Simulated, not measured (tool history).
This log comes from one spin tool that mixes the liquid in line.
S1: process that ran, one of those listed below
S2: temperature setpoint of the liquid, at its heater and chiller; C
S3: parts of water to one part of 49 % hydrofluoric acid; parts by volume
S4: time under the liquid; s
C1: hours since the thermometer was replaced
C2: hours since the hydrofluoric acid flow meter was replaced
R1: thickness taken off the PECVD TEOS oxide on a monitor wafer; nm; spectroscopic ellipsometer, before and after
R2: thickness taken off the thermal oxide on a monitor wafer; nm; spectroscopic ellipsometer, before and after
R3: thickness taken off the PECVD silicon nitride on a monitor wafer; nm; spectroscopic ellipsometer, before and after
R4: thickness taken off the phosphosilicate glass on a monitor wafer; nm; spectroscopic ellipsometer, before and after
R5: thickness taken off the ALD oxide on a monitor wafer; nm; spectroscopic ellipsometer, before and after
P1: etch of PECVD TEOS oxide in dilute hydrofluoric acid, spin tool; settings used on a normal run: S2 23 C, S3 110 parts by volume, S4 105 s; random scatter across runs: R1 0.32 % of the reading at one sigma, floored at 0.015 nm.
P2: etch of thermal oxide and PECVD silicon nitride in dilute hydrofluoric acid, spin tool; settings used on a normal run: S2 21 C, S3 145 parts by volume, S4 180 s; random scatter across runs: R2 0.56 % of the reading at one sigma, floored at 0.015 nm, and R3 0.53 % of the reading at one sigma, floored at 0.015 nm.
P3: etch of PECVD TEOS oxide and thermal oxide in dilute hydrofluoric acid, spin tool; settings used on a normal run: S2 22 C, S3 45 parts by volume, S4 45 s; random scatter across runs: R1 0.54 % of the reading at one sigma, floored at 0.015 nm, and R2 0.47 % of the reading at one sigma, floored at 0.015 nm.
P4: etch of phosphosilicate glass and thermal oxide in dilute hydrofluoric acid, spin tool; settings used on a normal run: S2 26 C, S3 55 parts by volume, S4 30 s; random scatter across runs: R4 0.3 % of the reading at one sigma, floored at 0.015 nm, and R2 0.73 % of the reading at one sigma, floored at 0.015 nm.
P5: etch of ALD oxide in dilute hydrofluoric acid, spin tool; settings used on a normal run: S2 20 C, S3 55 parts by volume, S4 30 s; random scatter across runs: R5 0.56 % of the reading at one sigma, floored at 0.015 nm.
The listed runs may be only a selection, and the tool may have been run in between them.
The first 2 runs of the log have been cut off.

Run 3, day 1.158: S1 P1, S2 23 C, S3 65 parts by volume, S4 105 s; C1 869.4; C2 814.6. Result: R1 40.298 nm.
Run 4, day 1.458: S1 P1, S2 23 C, S3 110 parts by volume, S4 105 s; C1 876.6; C2 821.8. Result: R1 22.574 nm.
Run 5, day 1.708: S1 P1, S2 23 C, S3 110 parts by volume, S4 105 s; C1 882.6; C2 827.8. Result: R1 22.426 nm.
Run 6, day 2.033: S1 P4, S2 20.5 C, S3 55 parts by volume, S4 30 s; C1 890.4; C2 835.6. Result: R2 2.2817 nm, R4 73.76 nm.
Run 7, day 2.404: S1 P1, S2 23 C, S3 190 parts by volume, S4 105 s; C1 899.3; C2 844.5. Result: R1 11.972 nm.
Run 8, day 2.804: S1 P3, S2 30 C, S3 45 parts by volume, S4 45 s; C1 908.9; C2 854.1. Result: R1 25.353 nm, R2 6.7009 nm.
Run 9, day 3.117: S1 P2, S2 21 C, S3 145 parts by volume, S4 180 s; C1 916.4; C2 861.6. Result: R2 4.9432 nm, R3 5.7181 nm.
Run 10, day 3.392: S1 P3, S2 22 C, S3 45 parts by volume, S4 45 s; C1 923; C2 868.2. Result: R1 18.286 nm, R2 4.8319 nm.
Run 11, day 3.696: S1 P4, S2 26 C, S3 55 parts by volume, S4 55 s; C1 930.3; C2 875.5. Result: R2 5.2444 nm, R4 170.67 nm.
Run 12, day 3.975: S1 P5, S2 20 C, S3 95 parts by volume, S4 30 s; C1 937; C2 882.2. Result: R5 7.384 nm.
Run 13, day 4.267: S1 P1, S2 23 C, S3 110 parts by volume, S4 105 s; C1 944; C2 889.2. Result: R1 22.487 nm.
Run 14, day 4.504: S1 P3, S2 22 C, S3 45 parts by volume, S4 15 s; C1 949.7; C2 894.9. Result: R1 6.1529 nm, R2 1.6119 nm.
Run 15, day 4.883: S1 P1, S2 23 C, S3 110 parts by volume, S4 180 s; C1 958.8; C2 904. Result: R1 38.618 nm.
Run 16, day 5.325: S1 P1, S2 27 C, S3 110 parts by volume, S4 105 s; C1 969.4; C2 914.6. Result: R1 26.338 nm.
Run 17, day 5.538: S1 P1, S2 23 C, S3 110 parts by volume, S4 25 s; C1 974.5; C2 919.7. Result: R1 5.3699 nm.
Run 18, day 5.742: S1 P5, S2 20 C, S3 55 parts by volume, S4 30 s; C1 979.4; C2 924.6. Result: R5 13.447 nm.
Run 19, day 5.962: S1 P2, S2 17 C, S3 145 parts by volume, S4 180 s; C1 984.7; C2 929.9. Result: R2 4.1569 nm, R3 4.3818 nm.
Run 20, day 6.167: S1 P5, S2 17 C, S3 55 parts by volume, S4 30 s; C1 989.6; C2 934.8. Result: R5 11.791 nm.
Run 21, day 6.538: S1 P4, S2 26 C, S3 85 parts by volume, S4 30 s; C1 998.5; C2 943.7. Result: R2 1.7899 nm, R4 57.835 nm.
Run 22, day 6.838: S1 P5, S2 20 C, S3 55 parts by volume, S4 65 s; C1 1005.7; C2 950.9. Result: R5 29.359 nm.
Run 23, day 7.275: S1 P1, S2 23 C, S3 110 parts by volume, S4 105 s; C1 1016.2; C2 961.4. Result: R1 22.575 nm.
Run 24, day 7.604: S1 P2, S2 21 C, S3 145 parts by volume, S4 310 s; C1 1024.1; C2 969.3. Result: R2 8.4221 nm, R3 9.8763 nm.
Run 25, day 7.862: S1 P1, S2 23 C, S3 110 parts by volume, S4 105 s; C1 1030.3; C2 975.5. Result: R1 22.51 nm.
Run 26, day 8.146: S1 P2, S2 21 C, S3 145 parts by volume, S4 180 s; C1 1037.1; C2 982.3. Result: R2 4.929 nm, R3 5.6635 nm.
Run 27, day 8.475: S1 P3, S2 22 C, S3 20 parts by volume, S4 45 s; C1 1045; C2 990.2. Result: R1 43.107 nm, R2 11.214 nm.

Forecast run 28:
Run 28, day 8.858: S1 P1, S2 26.5 C, S3 110 parts by volume, S4 185 s; C1 1054.2; C2 999.4. Result: R1 ?.

{"run 28": {"R1": 45.329}}
